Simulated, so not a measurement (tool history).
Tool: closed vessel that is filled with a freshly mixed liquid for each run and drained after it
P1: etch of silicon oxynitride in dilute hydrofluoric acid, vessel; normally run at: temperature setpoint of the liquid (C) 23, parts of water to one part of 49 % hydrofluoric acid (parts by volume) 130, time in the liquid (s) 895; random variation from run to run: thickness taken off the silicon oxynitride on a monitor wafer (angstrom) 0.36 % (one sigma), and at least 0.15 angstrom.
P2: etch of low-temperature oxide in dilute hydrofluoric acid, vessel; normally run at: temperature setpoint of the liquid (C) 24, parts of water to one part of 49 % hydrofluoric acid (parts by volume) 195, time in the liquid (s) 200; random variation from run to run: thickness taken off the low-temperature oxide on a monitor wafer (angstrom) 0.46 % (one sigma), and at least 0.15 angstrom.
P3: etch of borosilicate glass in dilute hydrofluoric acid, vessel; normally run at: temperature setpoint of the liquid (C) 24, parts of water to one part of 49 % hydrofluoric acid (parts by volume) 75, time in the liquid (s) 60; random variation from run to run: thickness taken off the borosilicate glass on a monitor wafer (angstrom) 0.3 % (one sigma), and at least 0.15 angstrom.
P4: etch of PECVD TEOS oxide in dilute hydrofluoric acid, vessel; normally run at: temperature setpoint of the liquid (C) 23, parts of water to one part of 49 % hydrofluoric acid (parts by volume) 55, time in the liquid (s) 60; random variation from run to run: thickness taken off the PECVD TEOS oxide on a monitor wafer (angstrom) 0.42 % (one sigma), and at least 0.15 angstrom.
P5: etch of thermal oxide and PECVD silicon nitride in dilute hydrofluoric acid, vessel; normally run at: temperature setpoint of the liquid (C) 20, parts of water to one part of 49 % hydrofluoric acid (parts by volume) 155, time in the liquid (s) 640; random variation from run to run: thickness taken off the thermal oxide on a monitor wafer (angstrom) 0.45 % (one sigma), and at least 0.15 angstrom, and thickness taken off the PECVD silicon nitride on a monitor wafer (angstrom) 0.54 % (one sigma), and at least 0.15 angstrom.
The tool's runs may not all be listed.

| run | hour | process that ran | temperature setpoint of the liquid (C) | parts of water to one part of 49 % hydrofluoric acid (parts by volume) | time in the liquid (s) | hours since the thermometer was replaced | hours since the hydrofluoric acid flow meter was replaced | thickness taken off the silicon oxynitride on a monitor wafer (angstrom) | thickness taken off the borosilicate glass on a monitor wafer (angstrom) | thickness taken off the thermal oxide on a monitor wafer (angstrom) | thickness taken off the PECVD silicon nitride on a monitor wafer (angstrom) | thickness taken off the low-temperature oxide on a monitor wafer (angstrom) | thickness taken off the PECVD TEOS oxide on a monitor wafer (angstrom) |
|---|---|---|---|---|---|---|---|---|---|---|---|---|---|
| 1 | 8.7 | P1 | 23 | 130 | 895 | 1035.9 | 68.5 | 253.510 |  |  |  |  |  |
| 2 | 15.3 | P1 | 23 | 75 | 895 | 1042.5 | 75.1 | 461.100 |  |  |  |  |  |
| 3 | 23.6 | P3 | 31 | 75 | 60 | 1050.8 | 83.4 |  | 261.880 |  |  |  |  |
| 4 | 28.5 | P5 | 17 | 155 | 640 | 1055.7 | 88.3 |  |  | 142.270 | 72.099 |  |  |
| 5 | 34.6 | P1 | 17 | 130 | 895 | 1061.8 | 94.4 | 189.090 |  |  |  |  |  |
| 6 | 42.6 | P3 | 24 | 20 | 60 | 1069.8 | 102.4 |  | 799.680 |  |  |  |  |
| 7 | 48.3 | P1 | 17 | 195 | 895 | 1075.5 | 108.1 | 121.040 |  |  |  |  |  |
| 8 | 54.6 | P3 | 24 | 75 | 60 | 1081.8 | 114.4 |  | 198.480 |  |  |  |  |
| 9 | 61.7 | P2 | 24 | 45 | 200 | 1088.9 | 121.5 |  |  |  |  | 954.060 |  |
| 10 | 69.1 | P3 | 24 | 75 | 30 | 1096.3 | 128.9 |  | 98.761 |  |  |  |  |
| 11 | 76.4 | P1 | 28 | 130 | 895 | 1103.6 | 136.2 | 318.370 |  |  |  |  |  |
| 12 | 81.7 | P4 | 17 | 55 | 60 | 1108.9 | 141.5 |  |  |  |  |  | 96.897 |
| 13 | 87.7 | P4 | 23 | 55 | 60 | 1114.9 | 147.5 |  |  |  |  |  | 124.740 |
| 14 | 93.4 | P5 | 20 | 285 | 640 | 1120.6 | 153.2 |  |  | 77.826 | 48.571 |  |  |
| 15 | 102.1 | P2 | 17 | 195 | 200 | 1129.3 | 161.9 |  |  |  |  | 141.270 |  |
| 16 | 108.7 | P1 | 23 | 215 | 895 | 1135.9 | 168.5 | 143.850 |  |  |  |  |  |
| 17 | 112.8 | P1 | 17 | 130 | 1420 | 1140.0 | 172.6 | 300.680 |  |  |  |  |  |
| 18 | 117.0 | P5 | 20 | 155 | 1230 | 1144.2 | 176.8 |  |  | 310.620 | 169.080 |  |  |
| 19 | 121.6 | P4 | 23 | 55 | 60 | 1148.8 | 181.4 |  |  |  |  |  | 125.480 |
| 20 | 126.0 | P1 | 23 | 130 | 45 | 1153.2 | 185.8 | 12.521 |  |  |  |  |  |
| 21 | 131.1 | P2 | 24 | 195 | 200 | 1158.3 | 190.9 |  |  |  |  | 184.790 |  |
| 22 | 137.1 | P1 | 23 | 130 | 895 | 1164.3 | 196.9 | 254.150 |  |  |  |  |  |
| 23 | 141.1 | P1 | 23 | 130 | 1595 | 1168.3 | 200.9 | 451.800 |  |  |  |  |  |
|  | 143.1 | thermometer replaced |
| 24 | 145.0 | P4 | 23 | 100 | 60 | 2.0 | 204.8 |  |  |  |  |  | 64.970 |
| 25 | 151.7 | P5 | 20 | 155 | 640 | 8.7 | 211.5 |  |  | 162.290 | 88.181 |  |  |
| 26 | 156.3 | P1 | 23 | 130 | 895 | 13.3 | 216.1 | 253.960 |  |  |  |  |  |
| 27 | 164.2 | P1 | 23 | 130 | 895 | 21.2 | 224.0 | 254.720 |  |  |  |  |  |
| 28 | 170.9 | P1 | 23 | 130 | 895 | 27.9 | 230.7 | 252.650 |  |  |  |  |  |
| 29 | 179.1 | P2 | 24 | 195 | 30 | 36.1 | 238.9 |  |  |  |  | 27.742 |  |
| 30 | 185.5 | P5 | 20 | 155 | 640 | 42.5 | 245.3 |  |  | 162.930 | 88.272 |  |  |
| 31 | 189.5 | P4 | 23 | 55 | 85 | 46.5 | 249.3 |  |  |  |  |  | 177.610 |
| 32 | 197.8 | P1 | 17 | 130 | 40 | 54.8 | 257.6 | 8.331 |  |  |  |  |  |
| 33 | 205.7 | P2 | 24 | 195 | 200 | 62.7 | 265.5 |  |  |  |  | 184.980 |  |
| 34 | 213.5 | P3 | 24 | 75 | 60 | 70.5 | 273.3 |  | 199.430 |  |  |  |  |
| 35 | 217.6 | P1 | 23 | 130 | 895 | 74.6 | 277.4 | 254.520 |  |  |  |  |  |
| 36 | 225.5 | P1 | 23 | 130 | 895 | 82.5 | 285.3 | 254.010 |  |  |  |  |  |
| 37 | 229.7 | P1 | 23 | 130 | 895 | 86.7 | 289.5 | 248.580 |  |  |  |  |  |
| 38 | 238.0 | P1 | 23 | 130 | 895 | 95.0 | 297.8 | 243.220 |  |  |  |  |  |
| 39 | 243.4 | P1 | 23 | 130 | 895 | 100.4 | 303.2 | 241.790 |  |  |  |  |  |

Forecast run 40:
| 40 | 248.9 | P1 | 23 | 130 | 895 | 105.9 | 308.7 | ? |  |  |  |  |  |

{"run 40": {"thickness taken off the silicon oxynitride on a monitor wafer (angstrom)": 238.94}}

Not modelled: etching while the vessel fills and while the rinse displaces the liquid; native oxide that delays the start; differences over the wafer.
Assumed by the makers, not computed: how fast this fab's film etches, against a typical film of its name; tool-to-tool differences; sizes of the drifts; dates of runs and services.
